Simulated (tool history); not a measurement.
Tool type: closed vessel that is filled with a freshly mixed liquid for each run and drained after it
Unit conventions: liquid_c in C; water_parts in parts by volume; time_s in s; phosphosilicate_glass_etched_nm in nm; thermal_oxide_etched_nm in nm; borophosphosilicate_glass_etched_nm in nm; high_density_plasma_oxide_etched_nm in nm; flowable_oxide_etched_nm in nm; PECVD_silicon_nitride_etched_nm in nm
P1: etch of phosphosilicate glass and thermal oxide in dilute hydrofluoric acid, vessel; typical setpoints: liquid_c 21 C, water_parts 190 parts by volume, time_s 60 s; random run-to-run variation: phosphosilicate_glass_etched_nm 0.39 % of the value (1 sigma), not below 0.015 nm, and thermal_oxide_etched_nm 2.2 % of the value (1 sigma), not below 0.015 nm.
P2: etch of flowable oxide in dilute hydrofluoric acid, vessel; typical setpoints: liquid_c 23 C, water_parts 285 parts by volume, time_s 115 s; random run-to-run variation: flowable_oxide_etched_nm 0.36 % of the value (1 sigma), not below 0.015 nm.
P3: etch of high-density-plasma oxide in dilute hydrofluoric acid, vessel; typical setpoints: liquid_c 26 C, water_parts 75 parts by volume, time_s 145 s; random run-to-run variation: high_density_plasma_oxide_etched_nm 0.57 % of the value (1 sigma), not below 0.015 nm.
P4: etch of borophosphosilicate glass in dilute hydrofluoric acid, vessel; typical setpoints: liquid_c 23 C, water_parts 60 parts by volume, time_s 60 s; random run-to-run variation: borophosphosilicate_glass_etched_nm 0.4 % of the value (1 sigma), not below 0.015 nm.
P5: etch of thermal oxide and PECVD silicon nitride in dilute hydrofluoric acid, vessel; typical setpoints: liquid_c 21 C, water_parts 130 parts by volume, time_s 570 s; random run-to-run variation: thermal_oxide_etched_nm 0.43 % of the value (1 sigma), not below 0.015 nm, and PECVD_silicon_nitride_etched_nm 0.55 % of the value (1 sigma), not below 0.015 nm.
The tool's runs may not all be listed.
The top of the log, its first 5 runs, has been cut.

| run | day | process | liquid_c | water_parts | time_s | phosphosilicate_glass_etched_nm | thermal_oxide_etched_nm | borophosphosilicate_glass_etched_nm | high_density_plasma_oxide_etched_nm | flowable_oxide_etched_nm | PECVD_silicon_nitride_etched_nm |
|---|---|---|---|---|---|---|---|---|---|---|---|
| 6 | 0.917 | P4 | 23 | 60 | 110 |  |  | 126.5 |  |  |  |
| 7 | 1.096 | P4 | 23 | 60 | 60 |  |  | 69.736 |  |  |  |
| 8 | 1.312 | P3 | 20.5 | 75 | 145 |  |  |  | 10.873 |  |  |
| 9 | 1.421 | P1 | 21 | 190 | 60 | 34.388 | 1.2308 |  |  |  |  |
| 10 | 1.562 | P1 | 25.5 | 190 | 60 | 40.46 | 1.4713 |  |  |  |  |
| 11 | 1.679 | P1 | 28 | 275 | 60 | 27.656 | 0.9688 |  |  |  |  |
| 12 | 1.854 | P2 | 23 | 285 | 115 |  |  |  |  | 7.0967 |  |
| 13 | 1.996 | P5 | 17 | 130 | 570 |  | 15.383 |  |  |  | 10.809 |
| 14 | 2.204 | P3 | 26 | 75 | 250 |  |  |  | 23.944 |  |  |
| 15 | 2.308 | P3 | 26 | 75 | 145 |  |  |  | 13.559 |  |  |
| 16 | 2.417 | P5 | 21 | 130 | 570 |  | 17.946 |  |  |  | 14.303 |
| 17 | 2.533 | P1 | 21 | 190 | 60 | 34.3 | 1.2568 |  |  |  |  |
| 18 | 2.725 | P1 | 17 | 190 | 60 | 29.028 | 1.0658 |  |  |  |  |
| 19 | 2.917 | P1 | 24.5 | 275 | 60 | 24.605 | 0.89454 |  |  |  |  |
| 20 | 3.033 | P1 | 21 | 190 | 60 | 34.244 | 1.2288 |  |  |  |  |
| 21 | 3.242 | P1 | 21 | 190 | 60 | 34.133 | 1.2624 |  |  |  |  |
| 22 | 3.45 | P1 | 21 | 190 | 60 | 34.017 | 1.2073 |  |  |  |  |
| 23 | 3.596 | P5 | 21 | 130 | 1030 |  | 32.806 |  |  |  | 25.52 |
| 24 | 3.742 | P5 | 21 | 130 | 570 |  | 17.911 |  |  |  | 14.278 |
| 25 | 3.95 | P2 | 23 | 170 | 115 |  |  |  |  | 13.38 |  |
| 26 | 4.167 | P4 | 30.5 | 60 | 60 |  |  | 93.142 |  |  |  |
| 27 | 4.362 | P3 | 26 | 35 | 145 |  |  |  | 31.182 |  |  |
| 28 | 4.55 | P1 | 21 | 190 | 30 | 17.086 | 0.60901 |  |  |  |  |
| 29 | 4.721 | P4 | 23 | 85 | 60 |  |  | 47.425 |  |  |  |

Forecast run 30:
| 30 | 4.917 | P3 | 26 | 75 | 145 |  |  |  | ? |  |  |

{"run 30": {"high_density_plasma_oxide_etched_nm": 13.688}}
